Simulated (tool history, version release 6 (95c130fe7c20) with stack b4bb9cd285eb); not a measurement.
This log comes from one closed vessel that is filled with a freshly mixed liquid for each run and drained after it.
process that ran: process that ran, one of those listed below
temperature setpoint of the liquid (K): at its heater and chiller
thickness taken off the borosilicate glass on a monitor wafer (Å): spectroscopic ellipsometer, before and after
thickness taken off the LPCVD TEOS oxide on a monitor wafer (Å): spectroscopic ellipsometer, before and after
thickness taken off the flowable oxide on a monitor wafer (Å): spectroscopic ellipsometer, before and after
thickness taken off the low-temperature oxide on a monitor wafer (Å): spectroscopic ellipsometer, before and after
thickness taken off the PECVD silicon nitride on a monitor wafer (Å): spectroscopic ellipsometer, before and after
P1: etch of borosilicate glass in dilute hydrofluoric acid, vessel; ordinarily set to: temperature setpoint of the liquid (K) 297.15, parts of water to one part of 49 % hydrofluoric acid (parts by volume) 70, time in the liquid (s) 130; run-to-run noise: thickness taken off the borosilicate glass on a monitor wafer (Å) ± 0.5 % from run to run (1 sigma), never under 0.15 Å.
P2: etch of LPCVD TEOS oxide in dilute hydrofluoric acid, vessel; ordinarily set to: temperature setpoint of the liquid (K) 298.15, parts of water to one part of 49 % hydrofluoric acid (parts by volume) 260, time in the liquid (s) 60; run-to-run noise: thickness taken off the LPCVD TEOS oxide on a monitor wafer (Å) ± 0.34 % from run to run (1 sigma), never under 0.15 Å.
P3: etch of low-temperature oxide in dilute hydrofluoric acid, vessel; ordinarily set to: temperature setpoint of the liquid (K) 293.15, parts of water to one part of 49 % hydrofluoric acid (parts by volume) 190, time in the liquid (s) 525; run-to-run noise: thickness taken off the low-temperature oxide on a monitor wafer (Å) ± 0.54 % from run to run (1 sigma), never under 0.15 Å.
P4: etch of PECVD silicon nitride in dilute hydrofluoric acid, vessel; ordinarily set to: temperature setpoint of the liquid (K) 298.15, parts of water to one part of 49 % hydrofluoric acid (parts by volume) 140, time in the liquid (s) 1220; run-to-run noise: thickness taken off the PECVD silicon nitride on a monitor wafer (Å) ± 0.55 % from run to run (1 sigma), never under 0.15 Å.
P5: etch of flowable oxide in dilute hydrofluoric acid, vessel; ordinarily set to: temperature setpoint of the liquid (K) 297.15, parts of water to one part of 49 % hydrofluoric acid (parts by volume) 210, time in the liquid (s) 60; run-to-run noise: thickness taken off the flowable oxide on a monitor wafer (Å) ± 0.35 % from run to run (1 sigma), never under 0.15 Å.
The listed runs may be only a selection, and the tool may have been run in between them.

| run | day | process that ran | temperature setpoint of the liquid (K) | parts of water to one part of 49 % hydrofluoric acid (parts by volume) | time in the liquid (s) | thickness taken off the borosilicate glass on a monitor wafer (Å) | thickness taken off the LPCVD TEOS oxide on a monitor wafer (Å) | thickness taken off the flowable oxide on a monitor wafer (Å) | thickness taken off the low-temperature oxide on a monitor wafer (Å) | thickness taken off the PECVD silicon nitride on a monitor wafer (Å) |
|---|---|---|---|---|---|---|---|---|---|---|
| 1 | 0.279 | P1 | 297.15 | 70 | 130 | 503.86 |  |  |  |  |
| 2 | 0.562 | P1 | 297.15 | 70 | 130 | 498.72 |  |  |  |  |
| 3 | 0.688 | P2 | 290.15 | 260 | 60 |  | 77.312 |  |  |  |
| 4 | 0.821 | P1 | 297.15 | 25 | 130 | 1479.2 |  |  |  |  |
| 5 | 0.975 | P5 | 303.65 | 210 | 60 |  |  | 127.14 |  |  |
| 6 | 1.238 | P3 | 290.15 | 190 | 525 |  |  |  | 430.53 |  |
| 7 | 1.517 | P5 | 297.15 | 95 | 60 |  |  | 254.34 |  |  |
| 8 | 1.762 | P2 | 298.15 | 85 | 60 |  | 387.97 |  |  |  |
| 9 | 1.912 | P1 | 297.15 | 70 | 130 | 500.71 |  |  |  |  |
| 10 | 2.062 | P4 | 298.15 | 140 | 1790 |  |  |  |  | 230.49 |
| 11 | 2.325 | P3 | 293.15 | 90 | 525 |  |  |  | 1140.6 |  |
| 12 | 2.471 | P4 | 298.15 | 140 | 1220 |  |  |  |  | 157.95 |
| 13 | 2.596 | P1 | 297.15 | 70 | 130 | 502.35 |  |  |  |  |
| 14 | 2.85 | P2 | 298.15 | 260 | 60 |  | 103.81 |  |  |  |
| 15 | 3.042 | P2 | 298.15 | 260 | 60 |  | 103.87 |  |  |  |
| 16 | 3.317 | P5 | 297.15 | 210 | 30 |  |  | 50.782 |  |  |
| 17 | 3.488 | P1 | 297.15 | 70 | 30 | 115.62 |  |  |  |  |
| 18 | 3.662 | P1 | 297.15 | 70 | 200 | 768.67 |  |  |  |  |
| 19 | 3.875 | P3 | 293.15 | 190 | 525 |  |  |  | 490.2 |  |
| 20 | 4.05 | P1 | 290.65 | 95 | 130 | 272.54 |  |  |  |  |
| 21 | 4.175 | P1 | 290.65 | 70 | 225 | 658.64 |  |  |  |  |
| 22 | 4.358 | P1 | 297.15 | 115 | 130 | 287.53 |  |  |  |  |
| 23 | 4.554 | P1 | 297.15 | 70 | 130 | 498.92 |  |  |  |  |
| 24 | 4.725 | P1 | 293.15 | 70 | 130 | 428.46 |  |  |  |  |
| 25 | 4.971 | P1 | 297.15 | 70 | 130 | 502.32 |  |  |  |  |
| 26 | 5.162 | P5 | 297.15 | 210 | 60 |  |  | 101.35 |  |  |
| 27 | 5.338 | P2 | 298.15 | 260 | 90 |  | 155.79 |  |  |  |

Run 28 has not been measured yet. What should we expect?
| 28 | 5.529 | P3 | 293.15 | 190 | 30 |  |  |  | ? |  |

thickness taken off the low-temperature oxide on a monitor wafer (Å): 27.823
